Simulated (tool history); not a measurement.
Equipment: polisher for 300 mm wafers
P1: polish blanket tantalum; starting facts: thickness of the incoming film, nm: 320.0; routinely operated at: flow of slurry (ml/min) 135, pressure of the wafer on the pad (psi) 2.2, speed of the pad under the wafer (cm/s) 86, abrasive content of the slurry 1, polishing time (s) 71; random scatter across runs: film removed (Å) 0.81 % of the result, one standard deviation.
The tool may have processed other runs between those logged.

run,day,flow of slurry (ml/min),pressure of the wafer on the pad (psi),speed of the pad under the wafer (cm/s),abrasive content of the slurry,polishing time (s),wafers polished on this pad,hours since the slurry nozzle was cleaned,hours since the head pressure was calibrated,hours since the slurry blender was calibrated,film removed (Å)
1,0.35,135,2.2,86,1,71,570,144.7,130.1,80.8,1315.7
2,0.696,135,2.2,86,1,71,671,153,138.4,89.1,1290.4
3,1.096,135,2.2,38,1,71,789,162.6,148,98.7,579.28
4,1.321,85,2.2,86,1,71,855,168,153.4,104.1,1169.5
5,1.708,135,2.2,86,1,71,970,177.3,162.7,113.4,1304
6,2.05,135,2.2,86,1,36,1070,185.5,170.9,121.6,661.51
7,2.471,135,1.5,86,1,71,1194,195.6,181,131.7,879.06
8,2.738,135,2.2,86,1.4,71,1273,202,187.4,138.1,1402.1
9,3.125,105,2.2,86,0.55,71,1387,211.3,196.7,147.4,989.94
10,3.35,135,2.2,86,1,104,1453,216.7,202.1,152.8,1883.4
11,3.6,135,2.2,86,1.35,49,1527,222.7,208.1,158.8,968.97
12,3.967,205,2.2,86,1,71,1635,231.5,216.9,167.6,1380.1
13,4.304,135,2.2,86,1,71,1734,239.6,225,175.7,1298.8
14,4.571,135,3.5,86,1,71,1813,246,231.4,182.1,2073.6
15,4.988,135,2.2,86,1,71,1935,256,241.4,192.1,1306.2
16,5.308,135,2.2,86,1,71,2030,263.7,249.1,199.8,1306.2
17,5.729,135,2.2,136,1,71,2154,273.8,259.2,209.9,2059.9
18,5.962,135,2.2,86,0.55,71,2222,279.4,264.8,215.5,1068.7
19,6.392,135,2.2,86,1,71,2349,289.7,275.1,225.8,1302.8
20,6.712,135,2.2,86,1,71,2443,297.4,282.8,233.5,1268.9
21,7.129,135,2.2,86,1,71,2566,307.4,292.8,243.5,1250.6
22,7.462,135,2.2,86,1,71,2664,315.4,300.8,251.5,1227.7
23,7.721,135,2.2,86,1,71,2740,321.6,307,257.7,1225.2
# day 7.775: head pressure recalibrated
# day 8.008: slurry nozzle cleaned
24,8.154,135,2.2,86,1,71,2868,3.6,9.2,268.1,1195.9
25,8.525,135,2.2,86,1,71,2977,12.5,18.1,277,1193.8
26,8.808,135,2.2,86,1,71,3060,19.3,24.9,283.8,1204.9
27,9.046,135,2.2,86,1,71,3130,25,30.6,289.5,1188.8
28,9.308,135,2.2,86,1,71,3208,31.3,36.9,295.8,1175.7
29,9.621,135,2.2,86,1,71,3300,38.8,44.4,303.3,1174.4

Compared with where it was, what P1 gives has crept away. Each cause listed below fits the log as well as the rest, at the size given for it:
A: abrasive missing from the slurry, % = 24.1
B: removal rate lost through wear of the pad, % = 8.31
The process output started creeping at around day 6.392.
Other possible causes, and why each is ruled out:
slurry flow missing at the pad, %: serviced after onset, at day 8.008, with no recovery of the prior output
head's pressure below its setpoint, %: serviced after onset, at day 7.775, with no recovery of the prior output

Below are 4 check runs, each averaged over 3 wafers, with their results shown as question marks. Which of them would give clearly different results depending on which cause is behind the drift?
check 1,9.933,170,1.7,86,1,71,,,,,?
check 2,9.933,135,2.2,114,0.55,71,,,,,?
check 3,9.933,135,2.2,122,1,48,,,,,?
check 4,9.933,135,3.3,46,1,71,,,,,?

What each check would give under each cause:
check,result,if A,if B
check 1,film removed (Å),959.88,959.96
check 2,film removed (Å),1234.4,1283.2
check 3,film removed (Å),1145.3,1145.4
check 4,film removed (Å),958.14,958.22
Separation of the two closest causes in each check, using whichever result separates them best: check 1 0.01 %; check 2 3.87 %; check 3 0.01 %; check 4 0.01 %
Only in check 2 would the causes give clearly different results; in the remaining checks their results would be nearly the same.

Check 2 has now been run. It gave: film removed (Å) 1234.3. Which of the candidate causes is it?

It was cause A: abrasive missing from the slurry, %.
